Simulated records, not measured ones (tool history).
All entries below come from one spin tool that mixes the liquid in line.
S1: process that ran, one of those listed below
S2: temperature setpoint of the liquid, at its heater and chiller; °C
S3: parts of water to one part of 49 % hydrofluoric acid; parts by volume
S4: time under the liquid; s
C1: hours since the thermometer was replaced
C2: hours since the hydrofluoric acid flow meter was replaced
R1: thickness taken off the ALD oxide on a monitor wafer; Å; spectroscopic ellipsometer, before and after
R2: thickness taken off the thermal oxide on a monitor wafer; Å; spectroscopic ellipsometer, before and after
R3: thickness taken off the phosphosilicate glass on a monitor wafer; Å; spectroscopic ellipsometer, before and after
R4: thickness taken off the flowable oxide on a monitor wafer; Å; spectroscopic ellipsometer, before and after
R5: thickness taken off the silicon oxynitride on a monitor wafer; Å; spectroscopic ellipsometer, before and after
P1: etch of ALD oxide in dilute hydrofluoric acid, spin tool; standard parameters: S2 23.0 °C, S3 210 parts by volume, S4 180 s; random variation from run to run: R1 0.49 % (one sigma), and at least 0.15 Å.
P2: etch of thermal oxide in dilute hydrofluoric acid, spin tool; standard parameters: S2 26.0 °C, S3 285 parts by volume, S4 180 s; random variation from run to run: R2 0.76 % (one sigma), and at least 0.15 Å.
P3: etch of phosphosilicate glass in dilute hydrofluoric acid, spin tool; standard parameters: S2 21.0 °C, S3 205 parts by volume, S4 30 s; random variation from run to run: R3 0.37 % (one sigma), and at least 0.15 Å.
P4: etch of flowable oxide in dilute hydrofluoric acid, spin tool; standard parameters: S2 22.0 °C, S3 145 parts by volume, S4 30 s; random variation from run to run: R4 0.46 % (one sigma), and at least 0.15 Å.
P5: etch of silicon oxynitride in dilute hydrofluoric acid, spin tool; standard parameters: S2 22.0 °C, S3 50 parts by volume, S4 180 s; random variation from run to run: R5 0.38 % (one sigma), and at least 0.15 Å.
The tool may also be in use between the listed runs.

| run | hour | S1 | S2 | S3 | S4 | C1 | C2 | R1 | R2 | R3 | R4 | R5 |
|---|---|---|---|---|---|---|---|---|---|---|---|---|
| 1 | 5.7 | P1 | 23.0 | 210 | 180 | 414.8 | 1258.0 | 105.7900 |  |  |  |  |
| 2 | 13.3 | P1 | 23.0 | 210 | 180 | 422.4 | 1265.6 | 108.2500 |  |  |  |  |
| 3 | 19.3 | P1 | 23.0 | 210 | 180 | 428.4 | 1271.6 | 107.2000 |  |  |  |  |
| 4 | 27.1 | P1 | 26.5 | 60 | 180 | 436.2 | 1279.4 | 513.1200 |  |  |  |  |
| 5 | 31.7 | P1 | 23.0 | 385 | 180 | 440.8 | 1284.0 | 49.2560 |  |  |  |  |
| 6 | 39.0 | P2 | 26.0 | 95 | 180 | 448.1 | 1291.3 |  | 104.980 |  |  |  |
| 7 | 44.5 | P2 | 26.0 | 285 | 180 | 453.6 | 1296.8 |  | 28.376 |  |  |  |
| 8 | 51.8 | P3 | 21.0 | 205 | 30 | 460.9 | 1304.1 |  |  | 107.360 |  |  |
| 9 | 60.0 | P1 | 23.0 | 210 | 180 | 469.1 | 1312.3 | 107.4500 |  |  |  |  |
| 10 | 66.8 | P3 | 21.0 | 205 | 55 | 475.9 | 1319.1 |  |  | 198.020 |  |  |
| 11 | 75.4 | P3 | 25.5 | 205 | 30 | 484.5 | 1327.7 |  |  | 127.480 |  |  |
| 12 | 83.4 | P1 | 23.0 | 210 | 180 | 492.5 | 1335.7 | 106.5800 |  |  |  |  |
| 13 | 88.3 | P4 | 27.0 | 145 | 30 | 497.4 | 1340.6 |  |  |  | 109.840 |  |
| 14 | 94.0 | P4 | 22.0 | 145 | 30 | 503.1 | 1346.3 |  |  |  | 90.862 |  |
| 15 | 98.1 | P1 | 23.0 | 120 | 180 | 507.2 | 1350.4 | 206.4700 |  |  |  |  |
| 16 | 103.5 | P2 | 26.0 | 285 | 290 | 512.6 | 1355.8 |  | 44.301 |  |  |  |
| 17 | 109.7 | P2 | 20.5 | 285 | 180 | 518.8 | 1362.0 |  | 23.142 |  |  |  |
| 18 | 115.2 | P5 | 22.0 | 20 | 180 | 524.3 | 1367.5 |  |  |  |  | 321.65 |
| 19 | 120.0 | P1 | 30.5 | 210 | 180 | 529.1 | 1372.3 | 140.0600 |  |  |  |  |
| 20 | 127.0 | P5 | 22.0 | 50 | 300 | 536.1 | 1379.3 |  |  |  |  | 210.93 |
| 21 | 132.9 | P4 | 22.0 | 145 | 15 | 542.0 | 1385.2 |  |  |  | 45.603 |  |
| 22 | 138.0 | P2 | 26.0 | 285 | 180 | 547.1 | 1390.3 |  | 27.686 |  |  |  |
| 23 | 145.5 | P5 | 25.5 | 50 | 180 | 554.6 | 1397.8 |  |  |  |  | 150.22 |
| 24 | 151.8 | P1 | 23.0 | 210 | 95 | 560.9 | 1404.1 | 56.3130 |  |  |  |  |
| 25 | 158.8 | P5 | 22.0 | 50 | 180 | 567.9 | 1411.1 |  |  |  |  | 126.40 |
| 26 | 167.0 | P1 | 27.0 | 210 | 260 | 576.1 | 1419.3 | 179.1200 |  |  |  |  |
| 27 | 171.5 | P3 | 21.0 | 350 | 30 | 580.6 | 1423.8 |  |  | 55.105 |  |  |
| 28 | 175.6 | P1 | 23.0 | 280 | 15 | 584.7 | 1427.9 | 6.3115 |  |  |  |  |

Predict the results of run 29:
| 29 | 180.4 | P1 | 17.0 | 210 | 180 | 589.5 | 1432.7 | ? |  |  |  |  |

{"run 29": {"R1": 85.602}}

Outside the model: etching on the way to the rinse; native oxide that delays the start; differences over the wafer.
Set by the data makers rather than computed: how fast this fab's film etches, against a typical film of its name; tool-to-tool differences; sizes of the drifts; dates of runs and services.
